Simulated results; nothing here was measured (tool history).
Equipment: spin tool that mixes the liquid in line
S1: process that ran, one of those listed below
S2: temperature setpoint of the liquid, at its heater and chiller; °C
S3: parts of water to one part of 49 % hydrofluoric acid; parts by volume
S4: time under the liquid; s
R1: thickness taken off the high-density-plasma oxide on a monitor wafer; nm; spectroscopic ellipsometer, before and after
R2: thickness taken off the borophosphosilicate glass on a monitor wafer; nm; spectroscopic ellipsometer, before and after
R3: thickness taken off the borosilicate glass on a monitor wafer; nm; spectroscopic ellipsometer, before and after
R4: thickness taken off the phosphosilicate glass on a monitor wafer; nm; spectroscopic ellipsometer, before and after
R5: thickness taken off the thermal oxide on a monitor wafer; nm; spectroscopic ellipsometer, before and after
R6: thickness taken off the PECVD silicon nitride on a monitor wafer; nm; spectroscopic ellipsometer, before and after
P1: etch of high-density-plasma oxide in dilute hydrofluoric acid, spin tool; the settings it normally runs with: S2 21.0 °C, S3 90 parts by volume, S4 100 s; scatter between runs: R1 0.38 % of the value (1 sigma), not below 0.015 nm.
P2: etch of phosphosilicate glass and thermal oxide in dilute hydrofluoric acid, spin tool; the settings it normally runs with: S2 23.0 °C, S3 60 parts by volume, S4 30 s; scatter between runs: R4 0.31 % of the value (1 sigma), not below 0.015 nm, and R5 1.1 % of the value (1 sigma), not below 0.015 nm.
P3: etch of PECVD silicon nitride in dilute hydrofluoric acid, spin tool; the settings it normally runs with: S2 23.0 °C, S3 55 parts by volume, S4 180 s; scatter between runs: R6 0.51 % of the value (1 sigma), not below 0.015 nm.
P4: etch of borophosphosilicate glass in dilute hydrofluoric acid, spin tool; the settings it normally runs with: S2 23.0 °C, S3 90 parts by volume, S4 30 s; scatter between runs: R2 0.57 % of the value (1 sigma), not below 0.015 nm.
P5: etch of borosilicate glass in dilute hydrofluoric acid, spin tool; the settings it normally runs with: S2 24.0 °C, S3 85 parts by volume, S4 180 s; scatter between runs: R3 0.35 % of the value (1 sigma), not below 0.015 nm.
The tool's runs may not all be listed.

| run | hour | S1 | S2 | S3 | S4 | R1 | R2 | R3 | R4 | R5 | R6 |
|---|---|---|---|---|---|---|---|---|---|---|---|
| 1 | 5.2 | P1 | 21.0 | 90 | 100 | 6.1736 |  |  |  |  |  |
| 2 | 11.8 | P4 | 23.0 | 90 | 30 |  | 27.891 |  |  |  |  |
| 3 | 21.9 | P5 | 24.0 | 85 | 180 |  |  | 34.778 |  |  |  |
| 4 | 31.1 | P2 | 23.0 | 60 | 30 |  |  |  | 87.248 | 2.3552 |  |
| 5 | 38.1 | P1 | 21.0 | 90 | 25 | 1.5296 |  |  |  |  |  |
| 6 | 44.6 | P3 | 23.0 | 55 | 180 |  |  |  |  |  | 5.09390 |
| 7 | 54.8 | P1 | 21.0 | 90 | 100 | 6.1810 |  |  |  |  |  |
| 8 | 59.6 | P4 | 23.0 | 40 | 30 |  | 66.390 |  |  |  |  |
| 9 | 70.2 | P2 | 23.0 | 60 | 30 |  |  |  | 87.334 | 2.3896 |  |
| 10 | 80.5 | P1 | 21.0 | 90 | 100 | 6.1931 |  |  |  |  |  |
| 11 | 90.0 | P4 | 29.0 | 90 | 30 |  | 35.272 |  |  |  |  |
| 12 | 96.8 | P5 | 24.0 | 140 | 180 |  |  | 19.995 |  |  |  |
| 13 | 107.8 | P1 | 21.0 | 90 | 100 | 6.1482 |  |  |  |  |  |
| 14 | 114.7 | P3 | 27.5 | 55 | 180 |  |  |  |  |  | 6.92840 |
| 15 | 122.4 | P2 | 23.0 | 60 | 15 |  |  |  | 43.768 | 1.1833 |  |
| 16 | 132.9 | P5 | 17.5 | 85 | 180 |  |  | 26.902 |  |  |  |
|  | 138.0 | hydrofluoric acid flow meter replaced |
| 17 | 141.7 | P1 | 21.0 | 90 | 100 | 6.1308 |  |  |  |  |  |
| 18 | 146.9 | P4 | 23.0 | 90 | 50 |  | 45.651 |  |  |  |  |
| 19 | 155.6 | P1 | 21.0 | 55 | 100 | 10.5170 |  |  |  |  |  |
| 20 | 166.5 | P3 | 23.0 | 30 | 180 |  |  |  |  |  | 9.22180 |
| 21 | 171.5 | P1 | 21.0 | 90 | 100 | 6.1894 |  |  |  |  |  |
| 22 | 179.7 | P3 | 23.0 | 55 | 15 |  |  |  |  |  | 0.41418 |
| 23 | 190.2 | P5 | 24.0 | 85 | 180 |  |  | 34.920 |  |  |  |
| 24 | 199.0 | P2 | 23.0 | 110 | 30 |  |  |  | 44.635 | 1.2302 |  |
| 25 | 208.7 | P4 | 23.0 | 90 | 30 |  | 27.703 |  |  |  |  |
| 26 | 218.5 | P1 | 17.0 | 90 | 100 | 5.2055 |  |  |  |  |  |
| 27 | 228.2 | P1 | 21.0 | 150 | 100 | 3.4390 |  |  |  |  |  |
| 28 | 235.2 | P2 | 17.0 | 60 | 30 |  |  |  | 67.446 | 1.8521 |  |
| 29 | 245.1 | P1 | 21.0 | 90 | 185 | 11.4050 |  |  |  |  |  |
| 30 | 250.7 | P5 | 24.0 | 85 | 285 |  |  | 55.161 |  |  |  |
| 31 | 260.9 | P1 | 25.0 | 90 | 100 | 7.2308 |  |  |  |  |  |

Forecast run 32:
| 32 | 269.1 | P1 | 21.0 | 20 | 190 | ? |  |  |  |  |  |

Logged for run 32: R1 57.2030 nm.
